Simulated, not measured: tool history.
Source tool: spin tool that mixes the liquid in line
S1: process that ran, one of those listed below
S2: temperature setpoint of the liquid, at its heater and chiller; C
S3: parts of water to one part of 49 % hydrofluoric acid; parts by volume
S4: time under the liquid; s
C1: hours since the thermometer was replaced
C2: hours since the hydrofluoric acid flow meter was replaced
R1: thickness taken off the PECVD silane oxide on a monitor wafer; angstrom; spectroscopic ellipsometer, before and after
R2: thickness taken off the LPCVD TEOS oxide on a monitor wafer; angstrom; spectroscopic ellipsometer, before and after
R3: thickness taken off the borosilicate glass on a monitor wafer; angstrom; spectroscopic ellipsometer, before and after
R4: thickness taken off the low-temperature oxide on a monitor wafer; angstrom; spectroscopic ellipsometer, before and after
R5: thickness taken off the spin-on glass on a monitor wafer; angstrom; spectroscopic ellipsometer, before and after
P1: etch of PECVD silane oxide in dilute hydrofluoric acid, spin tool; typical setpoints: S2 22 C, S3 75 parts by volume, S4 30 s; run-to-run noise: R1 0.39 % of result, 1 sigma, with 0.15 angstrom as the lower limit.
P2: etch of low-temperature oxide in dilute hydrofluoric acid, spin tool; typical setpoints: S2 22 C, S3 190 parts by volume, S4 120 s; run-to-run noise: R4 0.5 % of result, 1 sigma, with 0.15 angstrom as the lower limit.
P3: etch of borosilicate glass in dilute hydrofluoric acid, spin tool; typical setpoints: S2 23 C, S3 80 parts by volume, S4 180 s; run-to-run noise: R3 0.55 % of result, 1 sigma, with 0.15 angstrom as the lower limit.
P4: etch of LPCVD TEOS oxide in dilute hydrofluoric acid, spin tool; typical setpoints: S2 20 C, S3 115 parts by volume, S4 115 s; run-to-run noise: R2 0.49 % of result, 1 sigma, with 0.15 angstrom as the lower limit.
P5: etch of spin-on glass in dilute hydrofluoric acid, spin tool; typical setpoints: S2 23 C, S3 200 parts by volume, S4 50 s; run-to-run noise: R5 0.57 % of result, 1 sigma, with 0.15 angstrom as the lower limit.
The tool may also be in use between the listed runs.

run	day	S1	S2	S3	S4	C1	C2	R1	R2	R3	R4	R5
1	0.271	P1	22	75	30	714.2	944.5	102.6				
2	0.55	P1	22	20	30	720.9	951.2	412.28				
3	0.812	P1	22	75	15	727.2	957.5	51.58				
4	1.008	P1	22	75	50	731.9	962.2	171.79				
5	1.246	P4	17	115	115	737.6	967.9		179.55			
6	1.388	P1	22	75	30	741	971.3	103.27				
7	1.529	P1	22	75	30	744.4	974.7	103.2				
8	1.675	P3	23	115	180	747.9	978.2			344.22		
9	1.892	P2	22	190	120	753.1	983.4				70.11	
10	2.133	P4	20	115	115	758.9	989.2		203.92			
11	2.35	P1	17	75	45	764.1	994.4	125.26				
12	2.592	P5	23	50	50	769.9	1000.2					546.7
13	2.838	P1	22	75	30	775.8	1006.1	103.06				
14	2.958	P2	22	190	15	778.7	1009				8.6933	
15	3.121	P1	17	75	30	782.6	1012.9	83.454				
16	3.4	P3	23	80	35	789.3	1019.6			102.19		
17	3.671	P1	29.5	75	30	795.8	1026.1	139.44				
18	3.838	P3	17	80	180	799.8	1030.1			409.4		
19	4.108	P1	22	75	30	806.3	1036.6	102.99				
20	4.304	P5	30.5	200	50	811	1041.3					152.25
21	4.517	P3	23	80	180	816.1	1046.4			526.9		
22	4.696	P4	20	185	115	820.4	1050.7		117.05			
23	4.854	P4	20	115	225	824.2	1054.5		397.96			
24	5.012	P1	22	75	30	828	1058.3	102.67				
25	5.267	P5	23	200	50	834.1	1064.4					116.08
26	5.542	P2	30	190	120	840.7	1071				94.082	
27	5.808	P5	23	200	50	847.1	1077.4					115.11
28	5.992	P1	22	75	30	851.5	1081.8	101.89				
29	6.196	P1	22	20	15	856.4	1086.7	207.38				
30	6.425	P5	23	200	15	861.9	1092.2					34.618
31	6.662	P1	22	130	30	867.6	1097.9	55.611				
32	6.867	P2	22	305	120	872.5	1102.8				39.26	
33	7.133	P1	22	75	30	878.9	1109.2	103.44				
34	7.304	P1	22	75	30	883	1113.3	108				
35	7.471	P1	22	75	30	887	1117.3	110.63				
36	7.708	P1	22	75	30	892.7	1123	112.81				
37	7.942	P1	22	75	30	898.3	1128.6	112.19				
38	8.162	P1	22	75	30	903.6	1133.9	112.69				
39	8.329	P1	22	75	30	907.6	1137.9	114.05				

The output of P1 has drifted from where it used to be. Each of the 2 causes below, taken at the size shown beside it, accounts for the log equally well:
A: liquid hotter than its thermometer reads (K) = 2.3
B: hydrofluoric acid flow above the setpoint (%) = 8.97
The drift started at roughly day 7.133.

Of the 4 check runs below, each run on 2 wafers with the results averaged and each result still a question mark, which one would tell the listed causes apart?
check 1	8.496	P2	27.5	280	120						?	
check 2	8.496	P5	28.5	55	50							?
check 3	8.496	P4	17	115	195				?			
check 4	8.496	P3	18.5	80	180					?		

If the cause were each of the candidates in turn, the checks would give the following:
check	result	if A	if B
check 1	R4	56.863	58.856
check 2	R5	679.26	681
check 3	R2	334.88	335.03
check 4	R3	475.99	474.71
Per check, the gap between the least separated pair of causes, taken in the result that splits them most: check 1 3.44 %; check 2 0.26 %; check 3 0.05 %; check 4 0.27 %
Check 1 distinguishes between the causes, while the remaining checks would return nearly the same result for all of them.

Check 1 has now been run. It gave: R4 58.792 angstrom. Which of the candidate causes is it?

Of the candidate causes, it is B: hydrofluoric acid flow above the setpoint (%).
